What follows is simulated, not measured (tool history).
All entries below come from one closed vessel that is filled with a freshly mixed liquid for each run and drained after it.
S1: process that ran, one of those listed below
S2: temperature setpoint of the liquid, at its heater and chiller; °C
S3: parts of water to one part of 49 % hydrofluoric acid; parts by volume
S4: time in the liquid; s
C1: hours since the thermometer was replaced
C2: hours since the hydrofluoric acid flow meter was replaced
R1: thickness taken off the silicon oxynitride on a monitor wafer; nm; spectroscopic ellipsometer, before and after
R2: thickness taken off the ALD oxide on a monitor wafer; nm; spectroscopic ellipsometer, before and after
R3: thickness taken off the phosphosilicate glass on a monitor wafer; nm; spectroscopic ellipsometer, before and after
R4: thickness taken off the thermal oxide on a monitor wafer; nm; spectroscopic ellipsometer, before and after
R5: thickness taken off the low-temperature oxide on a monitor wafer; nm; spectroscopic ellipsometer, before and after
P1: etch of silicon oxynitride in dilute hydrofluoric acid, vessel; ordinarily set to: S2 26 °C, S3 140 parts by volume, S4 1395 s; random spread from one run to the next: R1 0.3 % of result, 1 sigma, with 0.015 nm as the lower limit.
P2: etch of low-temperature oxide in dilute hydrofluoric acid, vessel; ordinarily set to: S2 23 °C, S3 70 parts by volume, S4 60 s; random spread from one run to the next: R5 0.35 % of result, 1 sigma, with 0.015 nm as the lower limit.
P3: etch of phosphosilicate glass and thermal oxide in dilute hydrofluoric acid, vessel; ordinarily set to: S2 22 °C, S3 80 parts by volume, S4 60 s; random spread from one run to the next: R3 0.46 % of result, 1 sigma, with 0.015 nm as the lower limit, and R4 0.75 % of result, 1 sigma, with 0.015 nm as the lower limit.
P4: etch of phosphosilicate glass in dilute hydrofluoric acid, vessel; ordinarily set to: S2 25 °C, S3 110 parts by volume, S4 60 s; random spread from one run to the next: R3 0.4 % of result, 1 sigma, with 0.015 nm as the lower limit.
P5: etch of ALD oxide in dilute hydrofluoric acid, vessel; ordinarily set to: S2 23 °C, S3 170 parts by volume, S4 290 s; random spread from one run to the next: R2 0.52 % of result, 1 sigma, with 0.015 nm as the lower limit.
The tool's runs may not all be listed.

run     day  S1    S2   S3    S4      C1     C2      R1      R2      R3      R4      R5
  1   0.421  P1    26  140  1395  1527.3  859.4  20.182
  2   0.892  P5    23  170   290  1538.6  870.7          28.178
  3   1.358  P3    22   80    60  1549.8  881.9                  44.413  3.3254
  4   1.817  P1    26  140  1395  1560.8  892.9  20.208
  5   2.242  P1    33  140  1395    1571  903.1  27.264
  6   2.529  P4    29  110    60  1577.9    910                  48.177
  7   3.025  P5    23  305   290  1589.8  921.9          13.634
  8   3.492  P3    22  125    60    1601  933.1                   26.88   2.033
      3.821  -- hydrofluoric acid flow meter replaced
  9   3.829  P5  29.5  170   290  1609.1    0.3          35.712
 10   4.167  P1    26  240  1395  1617.2    8.4  10.796
 11    4.55  P1    26  140   465  1626.4   17.6   6.674
 12   4.962  P1    26  140  1395  1636.3   27.5  20.044
 13   5.325  P1    26   75  1395    1645   36.2  39.841
 14   5.767  P3    22   80    30  1655.6   46.8                  22.044  1.6647
 15   6.183  P1    26  140  2240  1665.6   56.8  32.171
 16   6.442  P1    26   50  2175  1671.8     63  95.324
 17   6.812  P1  19.5  235  1395  1680.7   71.9  8.3342
 18    7.25  P4    25  110   115  1691.2   82.4                  78.842
 19   7.596  P2    23   70    60  1699.5   90.7                                  10.855
 20   8.033  P3    17   80    60    1710  101.2                  36.366  2.7508
 21   8.333  P1    19  140  1395  1717.2  108.4  14.536
 22    8.75  P1    34   55  1395  1727.2  118.4  79.995
 23   9.158  P5    23  170   290    1737  128.2          27.955
 24   9.558  P1    26  140  1395  1746.6  137.8  20.058
 25    9.85  P2    23   70    60  1753.6  144.8                                  10.815
 26  10.138  P4    25   50    60  1760.5  151.7                   98.57
 27  10.396  P5    23  170   420  1766.7  157.9          40.585
 28  10.796  P2    17   70    60  1776.3  167.5                                  8.4514
 29  11.046  P4    25  110    60  1782.3  173.5                  41.331
 30  11.454  P2    23   70    30  1792.1  183.3                                  5.4472
 31  11.904  P4    25  110    60  1802.9  194.1                  41.729
 32  12.262  P2    23   95    60  1811.5  202.7                                  7.7357
 33  12.746  P1    26  140  1395  1823.1  214.3  20.207
 34  13.021  P1    26  140  1395  1829.7  220.9  19.595
 35  13.271  P1    26  140  1395  1835.7  226.9  19.314
 36  13.529  P1    26  140  1395  1841.9  233.1  19.148
 37      14  P1    26  140  1395  1853.2  244.4  18.865
 38    14.3  P1    26  140  1395  1860.4  251.6  18.769
 39  14.738  P1    26  140  1395  1870.9  262.1  18.713
 40   15.05  P1    26  140  1395  1878.4  269.6  18.697
 41  15.312  P1    26  140  1395  1884.7  275.9  18.616
 42  15.729  P1    26  140  1395  1894.7  285.9  18.621

The log shows P1 creeping away from where it was. Any of the 2 causes listed here, at the size stated for it, fits the log just as well as the others:
A: liquid colder than its thermometer reads (K) = 1.67
B: hydrofluoric acid flow below the setpoint (%) = 6.56
The process output started creeping at around day 12.746.

The list below offers 4 check runs, each averaging the results of 2 wafers, and shows each result as a question mark. For which of them would the listed causes give clearly different results?
check 1  16.146  P5  27.5  275  290               ?
check 2  16.146  P4    25   55  105                   ?
check 3  16.146  P3    17   80   30                   ?   ?
check 4  16.146  P2  18.5   70   30                           ?

Check results expected under each cause:
  check  result    if A    if B
check 1      R2  17.179  16.648
check 2      R3  145.35  144.67
check 3      R3  16.814  16.779
check 3      R4  1.2753  1.2726
check 4      R5  4.1927  4.1844
Gap, in per cent, between the two causes that each check separates least, read from the result that separates them most: check 1 3.14 %; check 2 0.47 %; check 3 0.21 %; check 4 0.2 %
Of the check runs offered, only check 1 discriminates between the causes; the rest would read about the same regardless of which cause applies.

Check 1 was then run and gave: R2 16.565 nm. Which cause is it?

It is B: hydrofluoric acid flow below the setpoint (%).

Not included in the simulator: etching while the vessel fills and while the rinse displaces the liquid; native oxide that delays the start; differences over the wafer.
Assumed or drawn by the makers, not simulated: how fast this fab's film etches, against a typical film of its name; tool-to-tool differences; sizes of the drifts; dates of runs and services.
